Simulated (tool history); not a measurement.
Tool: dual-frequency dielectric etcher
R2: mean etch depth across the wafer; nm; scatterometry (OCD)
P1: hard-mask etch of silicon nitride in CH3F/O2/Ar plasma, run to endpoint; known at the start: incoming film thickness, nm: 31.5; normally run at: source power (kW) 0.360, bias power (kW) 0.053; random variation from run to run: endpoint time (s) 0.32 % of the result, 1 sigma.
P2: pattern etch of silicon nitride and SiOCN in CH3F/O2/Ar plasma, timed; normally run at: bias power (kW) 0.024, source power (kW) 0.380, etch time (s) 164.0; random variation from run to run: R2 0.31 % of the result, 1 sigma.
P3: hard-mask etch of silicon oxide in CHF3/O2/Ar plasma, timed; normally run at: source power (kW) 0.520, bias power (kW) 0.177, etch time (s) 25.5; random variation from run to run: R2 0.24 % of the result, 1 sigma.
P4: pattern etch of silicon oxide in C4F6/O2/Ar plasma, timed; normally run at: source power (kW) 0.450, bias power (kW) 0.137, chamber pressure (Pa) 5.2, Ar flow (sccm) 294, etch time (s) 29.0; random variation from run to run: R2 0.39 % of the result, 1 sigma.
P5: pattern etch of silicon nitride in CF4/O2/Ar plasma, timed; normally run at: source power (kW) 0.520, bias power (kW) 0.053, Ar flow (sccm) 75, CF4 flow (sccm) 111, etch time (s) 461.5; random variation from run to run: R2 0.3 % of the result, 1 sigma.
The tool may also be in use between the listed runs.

{"run": 1, "hour": 6.6, "process that ran": "P1", "source power (kW)": 0.36, "bias power (kW)": 0.053, "endpoint time (s)": 52.88}
{"run": 2, "hour": 11.7, "process that ran": "P1", "source power (kW)": 0.36, "bias power (kW)": 0.066, "endpoint time (s)": 49.06}
{"run": 3, "hour": 15.9, "process that ran": "P5", "source power (kW)": 0.52, "bias power (kW)": 0.053, "Ar flow (sccm)": 75, "CF4 flow (sccm)": 111, "etch time (s)": 264.0, "R2": 571.01}
{"run": 4, "hour": 21.1, "process that ran": "P2", "source power (kW)": 0.38, "bias power (kW)": 0.024, "etch time (s)": 164.0, "R2": 21.862}
{"run": 5, "hour": 26.0, "process that ran": "P4", "source power (kW)": 0.45, "bias power (kW)": 0.188, "Ar flow (sccm)": 294, "etch time (s)": 29.0, "chamber pressure (Pa)": 5.2, "R2": 93.748}
{"run": 6, "hour": 33.0, "process that ran": "P3", "source power (kW)": 0.52, "bias power (kW)": 0.106, "etch time (s)": 25.5, "R2": 40.787}
{"run": 7, "hour": 41.4, "process that ran": "P4", "source power (kW)": 0.31, "bias power (kW)": 0.137, "Ar flow (sccm)": 294, "etch time (s)": 29.0, "chamber pressure (Pa)": 5.2, "R2": 73.937}
{"run": 8, "hour": 45.7, "process that ran": "P1", "source power (kW)": 0.36, "bias power (kW)": 0.053, "endpoint time (s)": 53.083}
{"run": 9, "hour": 50.9, "process that ran": "P4", "source power (kW)": 0.45, "bias power (kW)": 0.137, "Ar flow (sccm)": 294, "etch time (s)": 29.0, "chamber pressure (Pa)": 5.2, "R2": 85.296}
{"run": 10, "hour": 58.8, "process that ran": "P1", "source power (kW)": 0.36, "bias power (kW)": 0.037, "endpoint time (s)": 58.726}
{"run": 11, "hour": 64.2, "process that ran": "P3", "source power (kW)": 0.66, "bias power (kW)": 0.177, "etch time (s)": 25.5, "R2": 52.57}
{"run": 12, "hour": 70.1, "process that ran": "P1", "source power (kW)": 0.43, "bias power (kW)": 0.053, "endpoint time (s)": 49.367}
{"run": 13, "hour": 78.4, "process that ran": "P1", "source power (kW)": 0.23, "bias power (kW)": 0.036, "endpoint time (s)": 71.167}
{"run": 14, "hour": 82.6, "process that ran": "P2", "source power (kW)": 0.38, "bias power (kW)": 0.024, "etch time (s)": 115.5, "R2": 15.425}
{"run": 15, "hour": 90.6, "process that ran": "P5", "source power (kW)": 0.52, "bias power (kW)": 0.053, "Ar flow (sccm)": 75, "CF4 flow (sccm)": 69, "etch time (s)": 461.5, "R2": 948.04}
{"run": 16, "hour": 94.8, "process that ran": "P1", "source power (kW)": 0.36, "bias power (kW)": 0.053, "endpoint time (s)": 52.919}
{"run": 17, "hour": 101.6, "process that ran": "P5", "source power (kW)": 0.52, "bias power (kW)": 0.053, "Ar flow (sccm)": 75, "CF4 flow (sccm)": 111, "etch time (s)": 461.5, "R2": 1002.9}
{"run": 18, "hour": 109.2, "process that ran": "P2", "source power (kW)": 0.38, "bias power (kW)": 0.014, "etch time (s)": 164.0, "R2": 17.421}
{"hour": 113.1, "done": "source power generator calibrated"}
{"run": 19, "hour": 117.7, "process that ran": "P1", "source power (kW)": 0.28, "bias power (kW)": 0.035, "endpoint time (s)": 66.533}
{"run": 20, "hour": 125.1, "process that ran": "P1", "source power (kW)": 0.36, "bias power (kW)": 0.053, "endpoint time (s)": 52.886}
{"run": 21, "hour": 129.7, "process that ran": "P2", "source power (kW)": 0.22, "bias power (kW)": 0.024, "etch time (s)": 164.0, "R2": 18.151}

The next listed run, before its measurement:
{"run": 22, "hour": 136.3, "process that ran": "P3", "source power (kW)": 0.52, "bias power (kW)": 0.177, "etch time (s)": 25.5, "R2": "?"}

R2: 48.148 nm
